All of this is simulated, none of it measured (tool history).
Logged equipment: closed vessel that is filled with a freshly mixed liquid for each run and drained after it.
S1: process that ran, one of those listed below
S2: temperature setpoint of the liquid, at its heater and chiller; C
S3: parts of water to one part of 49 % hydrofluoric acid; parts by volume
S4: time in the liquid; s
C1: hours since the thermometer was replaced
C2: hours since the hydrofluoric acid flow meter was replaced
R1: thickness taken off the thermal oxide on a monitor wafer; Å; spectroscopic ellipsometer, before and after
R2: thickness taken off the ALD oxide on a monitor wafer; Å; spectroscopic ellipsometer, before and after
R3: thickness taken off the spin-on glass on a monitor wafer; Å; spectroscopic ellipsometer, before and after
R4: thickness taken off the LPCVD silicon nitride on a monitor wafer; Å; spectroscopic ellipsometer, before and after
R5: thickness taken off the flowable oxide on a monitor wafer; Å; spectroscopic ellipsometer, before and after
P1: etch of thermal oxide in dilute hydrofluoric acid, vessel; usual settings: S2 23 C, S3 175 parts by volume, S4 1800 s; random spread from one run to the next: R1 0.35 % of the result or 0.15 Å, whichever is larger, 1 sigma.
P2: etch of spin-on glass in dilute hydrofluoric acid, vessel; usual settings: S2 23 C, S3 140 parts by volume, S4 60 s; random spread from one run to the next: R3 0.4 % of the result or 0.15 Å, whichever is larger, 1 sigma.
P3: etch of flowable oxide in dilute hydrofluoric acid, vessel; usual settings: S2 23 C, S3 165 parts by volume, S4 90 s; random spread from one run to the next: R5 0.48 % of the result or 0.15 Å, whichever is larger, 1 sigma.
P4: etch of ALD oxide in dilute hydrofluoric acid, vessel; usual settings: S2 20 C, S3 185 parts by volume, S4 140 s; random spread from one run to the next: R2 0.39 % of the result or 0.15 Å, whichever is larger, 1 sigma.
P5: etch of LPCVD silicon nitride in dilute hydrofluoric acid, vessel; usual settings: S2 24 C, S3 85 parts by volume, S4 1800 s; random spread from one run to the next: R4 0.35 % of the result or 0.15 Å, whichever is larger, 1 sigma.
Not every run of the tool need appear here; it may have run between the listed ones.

run	hour	S1	S2	S3	S4	C1	C2	R1	R2	R3	R4	R5
1	8	P1	23	175	1800	1455.7	247	452.66				
2	14.1	P4	20	185	140	1461.8	253.1		138.54			
3	17.9	P1	28.5	175	320	1465.6	256.9	98.393				
4	25.6	P4	20	185	215	1473.3	264.6		213.39			
5	31.8	P1	18.5	175	1800	1479.5	270.8	380.29				
6	39.5	P2	19	140	60	1487.2	278.5			179.86		
7	47.7	P4	20	70	140	1495.4	286.7		416.39			
8	52.5	P1	23	55	1800	1500.2	291.5	1658.2				
9	60.5	P1	23	175	1800	1508.2	299.5	450.68				
10	66	P2	23	140	60	1513.7	305			212.01		
11	70.5	P1	30.5	175	2575	1518.2	309.5	855.46				
12	77.4	P2	23	140	30	1525.1	316.4			104.98		
13	82.7	P5	24	85	1800	1530.4	321.7				103.19	
14	87.9	P5	24	85	1800	1535.6	326.9				102.07	
15	95.8	P5	28	85	1800	1543.5	334.8				133.43	
16	103.2	P1	23	175	1800	1550.9	342.2	451.98				
17	108.2	P2	23	220	60	1555.9	347.2			122.92		
18	113.1	P1	23	175	1800	1560.8	352.1	450.93				
19	121	P1	23	175	335	1568.7	360	84.215				
20	124.7	P3	17	165	90	1572.4	363.7					203.54
21	130.6	P1	23	175	3560	1578.3	369.6	890.54				
22	136.8	P1	23	280	1800	1584.5	375.8	252.97				
23	141.8	P3	23	165	30	1589.5	380.8					86.953
24	146.5	P5	24	85	660	1594.2	385.5				37.327	
25	153.2	P1	23	45	955	1600.9	392.2	1087.4				
26	157.3	P3	23	165	90	1605	396.3					259.07
27	164.3	P1	23	175	1800	1612	403.3	451.6				
28	171.9	P1	29	175	1800	1619.6	410.9	565.16				
29	177.7	P4	17	185	140	1625.4	416.7		124.54			
30	184.9	P3	23	240	90	1632.6	423.9					165.72
31	192.9	P1	23	175	1800	1640.6	431.9	448.91				
32	199.1	P5	24	35	1800	1646.8	438.1				243.82	
33	204.7	P1	23	175	1800	1652.4	443.7	453.03				
34	208.6	P1	23	175	1800	1656.3	447.6	440.27				
35	215	P1	23	175	1800	1662.7	454	427.37				
36	220.2	P1	23	175	1800	1667.9	459.2	422.66				
37	228.2	P1	23	175	1800	1675.9	467.2	417.95				
38	235.1	P1	23	175	1800	1682.8	474.1	416.13				
39	239.9	P1	23	175	1800	1687.6	478.9	413.22				

Compared with where it was, what P1 gives has crept away. Each cause listed below fits the log as well as the rest, at the size given for it:
A: hydrofluoric acid flow below the setpoint (%) = 6.86
B: liquid colder than its thermometer reads (K) = 2.21
The process output started creeping at around hour 204.7.

Consider the 4 single-wafer check runs listed below, results given as question marks: which one distinguishes between the causes by giving clearly different results for each?
check 1	244.7	P4	20	185	140				?			
check 2	244.7	P5	24	85	1800						?	
check 3	244.7	P2	23	140	60					?		
check 4	244.7	P3	23	165	90							?

Predicted outcomes, by check and by cause:
check	result	if A	if B
check 1	R2	128.32	128
check 2	R4	95.589	88.431
check 3	R3	194.29	193.47
check 4	R5	238.22	237.93
Per check, the gap between the least separated pair of causes, taken in the result that splits them most: check 1 0.25 %; check 2 7.78 %; check 3 0.42 %; check 4 0.12 %
The causes can be told apart only by check 2. The other checks would give nearly the same results under each of them.

Check 2 has now been run. It gave: R4 88.756 Å. Which of the candidate causes is it?

Of the candidate causes, it is B: liquid colder than its thermometer reads (K).
